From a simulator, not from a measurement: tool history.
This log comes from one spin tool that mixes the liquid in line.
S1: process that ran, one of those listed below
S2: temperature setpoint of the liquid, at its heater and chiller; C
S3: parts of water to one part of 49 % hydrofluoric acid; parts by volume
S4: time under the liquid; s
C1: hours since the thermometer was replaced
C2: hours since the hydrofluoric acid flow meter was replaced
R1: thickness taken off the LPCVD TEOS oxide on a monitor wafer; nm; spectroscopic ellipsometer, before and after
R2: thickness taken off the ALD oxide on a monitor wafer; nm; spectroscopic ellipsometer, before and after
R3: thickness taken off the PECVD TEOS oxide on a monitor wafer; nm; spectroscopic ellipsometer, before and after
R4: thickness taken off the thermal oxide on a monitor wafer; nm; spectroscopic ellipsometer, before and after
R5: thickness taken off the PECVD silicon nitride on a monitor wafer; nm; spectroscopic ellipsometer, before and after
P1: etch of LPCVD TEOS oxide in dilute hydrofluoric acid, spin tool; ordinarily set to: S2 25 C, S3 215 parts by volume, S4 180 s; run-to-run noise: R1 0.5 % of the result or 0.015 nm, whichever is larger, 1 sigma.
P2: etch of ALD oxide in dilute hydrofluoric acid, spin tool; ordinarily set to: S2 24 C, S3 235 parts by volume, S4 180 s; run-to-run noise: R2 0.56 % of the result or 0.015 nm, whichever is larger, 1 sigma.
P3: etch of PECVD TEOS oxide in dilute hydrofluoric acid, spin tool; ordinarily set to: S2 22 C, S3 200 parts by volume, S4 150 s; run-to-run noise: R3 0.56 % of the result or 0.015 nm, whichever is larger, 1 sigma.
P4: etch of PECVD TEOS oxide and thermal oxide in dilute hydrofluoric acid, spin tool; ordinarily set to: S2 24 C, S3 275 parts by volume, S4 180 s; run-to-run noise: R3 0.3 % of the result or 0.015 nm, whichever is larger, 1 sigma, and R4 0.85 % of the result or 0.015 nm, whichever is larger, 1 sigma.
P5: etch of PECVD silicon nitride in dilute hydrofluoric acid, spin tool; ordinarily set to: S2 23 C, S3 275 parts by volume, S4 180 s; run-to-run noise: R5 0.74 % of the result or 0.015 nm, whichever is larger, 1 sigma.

run 1 hour=4.1 | S1=P1 S2=25 S3=215 S4=180 | C1=200.1 C2=245.9 | R1=18.117
run 2 hour=9.9 | S1=P1 S2=30 S3=215 S4=35 | C1=205.9 C2=251.7 | R1=4.1353
run 3 hour=15.4 | S1=P2 S2=24 S3=235 S4=180 | C1=211.4 C2=257.2 | R2=14.142
run 4 hour=21.5 | S1=P4 S2=24 S3=275 S4=15 | C1=217.5 C2=263.3 | R3=0.8787 R4=0.1718
run 5 hour=28.2 | S1=P5 S2=23 S3=500 S4=180 | C1=224.2 C2=270 | R5=1.7939
run 6 hour=36.4 | S1=P2 S2=18.5 S3=235 S4=180 | C1=232.4 C2=278.2 | R2=11.459
run 7 hour=41 | S1=P1 S2=25 S3=215 S4=325 | C1=237 C2=282.8 | R1=32.676
run 8 hour=47.9 | S1=P2 S2=24 S3=235 S4=180 | C1=243.9 C2=289.7 | R2=14.076
run 9 hour=53.6 | S1=P3 S2=22 S3=200 S4=70 | C1=249.6 C2=295.4 | R3=5.7523
-- hour=54.6 hydrofluoric acid flow meter replaced
run 10 hour=58 | S1=P1 S2=29 S3=215 S4=260 | C1=254 C2=3.4 | R1=30.215
run 11 hour=62.6 | S1=P4 S2=24 S3=275 S4=180 | C1=258.6 C2=8 | R3=10.324 R4=2.3652
run 12 hour=70.4 | S1=P3 S2=22 S3=200 S4=150 | C1=266.4 C2=15.8 | R3=12.33
run 13 hour=75.1 | S1=P1 S2=25 S3=40 S4=180 | C1=271.1 C2=20.5 | R1=120.33
run 14 hour=83 | S1=P5 S2=23 S3=275 S4=180 | C1=279 C2=28.4 | R5=3.2233
run 15 hour=90.2 | S1=P2 S2=24 S3=360 S4=180 | C1=286.2 C2=35.6 | R2=8.0896
run 16 hour=93.8 | S1=P5 S2=18.5 S3=275 S4=180 | C1=289.8 C2=39.2 | R5=2.4308
run 17 hour=97.7 | S1=P1 S2=32.5 S3=215 S4=180 | C1=293.7 C2=43.1 | R1=23.447
run 18 hour=105.8 | S1=P1 S2=20.5 S3=215 S4=180 | C1=301.8 C2=51.2 | R1=15.245
run 19 hour=113.2 | S1=P1 S2=25 S3=215 S4=180 | C1=309.2 C2=58.6 | R1=18.119
run 20 hour=117 | S1=P1 S2=25 S3=215 S4=95 | C1=313 C2=62.4 | R1=9.573
run 21 hour=124.2 | S1=P3 S2=17 S3=200 S4=150 | C1=320.2 C2=69.6 | R3=10.053
run 22 hour=130.5 | S1=P1 S2=25 S3=215 S4=180 | C1=326.5 C2=75.9 | R1=18.04
run 23 hour=137.1 | S1=P2 S2=24 S3=235 S4=30 | C1=333.1 C2=82.5 | R2=2.3672
run 24 hour=145.2 | S1=P1 S2=25 S3=320 S4=180 | C1=341.2 C2=90.6 | R1=10.94
run 25 hour=151.1 | S1=P4 S2=19.5 S3=275 S4=180 | C1=347.1 C2=96.5 | R3=8.7851 R4=2.0038
run 26 hour=156.9 | S1=P4 S2=24 S3=470 S4=180 | C1=352.9 C2=102.3 | R3=5.0348 R4=1.1665
run 27 hour=164.2 | S1=P5 S2=23 S3=275 S4=275 | C1=360.2 C2=109.6 | R5=4.8981
run 28 hour=172.3 | S1=P1 S2=25 S3=215 S4=180 | C1=368.3 C2=117.7 | R1=18.275
run 29 hour=180.1 | S1=P3 S2=22 S3=355 S4=150 | C1=376.1 C2=125.5 | R3=5.9237
run 30 hour=184.1 | S1=P4 S2=24 S3=275 S4=180 | C1=380.1 C2=129.5 | R3=10.275 R4=2.4213
run 31 hour=191.5 | S1=P1 S2=25 S3=215 S4=180 | C1=387.5 C2=136.9 | R1=18.131
run 32 hour=199.3 | S1=P1 S2=25 S3=215 S4=180 | C1=395.3 C2=144.7 | R1=18.657
run 33 hour=207.2 | S1=P1 S2=25 S3=215 S4=180 | C1=403.2 C2=152.6 | R1=18.961
run 34 hour=211.4 | S1=P1 S2=25 S3=215 S4=180 | C1=407.4 C2=156.8 | R1=18.868
run 35 hour=219.2 | S1=P1 S2=25 S3=215 S4=180 | C1=415.2 C2=164.6 | R1=19.05
run 36 hour=223.7 | S1=P1 S2=25 S3=215 S4=180 | C1=419.7 C2=169.1 | R1=19.068
run 37 hour=229.9 | S1=P1 S2=25 S3=215 S4=180 | C1=425.9 C2=175.3 | R1=19.193
run 38 hour=236.8 | S1=P1 S2=25 S3=215 S4=180 | C1=432.8 C2=182.2 | R1=19.114
run 39 hour=242.3 | S1=P1 S2=25 S3=215 S4=180 | C1=438.3 C2=187.7 | R1=19.152

What P1 gives has crept off from where it sat before. The 2 causes that follow fit the log equally well, each at the size noted:
A: hydrofluoric acid flow above the setpoint (%) = 4.88
B: liquid hotter than its thermometer reads (K) = 1.64
The creep began at about hour 191.5.

Which of the check runs below tells the causes apart, meaning the causes would give it clearly different results? Each run uses 2 wafers whose results are averaged, and each result is shown as a question mark.
run check 1 hour=247.8 | S1=P5 S2=23 S3=275 S4=180 | R5=?
run check 2 hour=247.8 | S1=P3 S2=22 S3=200 S4=150 | R3=?
run check 3 hour=247.8 | S1=P2 S2=24 S3=235 S4=180 | R2=?
run check 4 hour=247.8 | S1=P4 S2=24 S3=275 S4=180 | R3=? R4=?

What every check run would give for each of its results, assuming each possible cause in turn:
check=check_1 result=R5 if_A=3.3523 if_B=3.5389
check=check_2 result=R3 if_A=12.911 if_B=12.965
check=check_3 result=R2 if_A=14.982 if_B=14.978
check=check_4 result=R3 if_A=10.957 if_B=10.921
check=check_4 result=R4 if_A=2.5381 if_B=2.5299
Gap, in per cent, between the two causes that each check separates least, read from the result that separates them most: check 1 5.42 %; check 2 0.41 %; check 3 0.03 %; check 4 0.32 %
Only check 1 tells the causes apart: in the others they would give nearly the same result.

Check 1 was then run and gave: R5 3.3619 nm. Which cause is it?

It was cause A: hydrofluoric acid flow above the setpoint (%).

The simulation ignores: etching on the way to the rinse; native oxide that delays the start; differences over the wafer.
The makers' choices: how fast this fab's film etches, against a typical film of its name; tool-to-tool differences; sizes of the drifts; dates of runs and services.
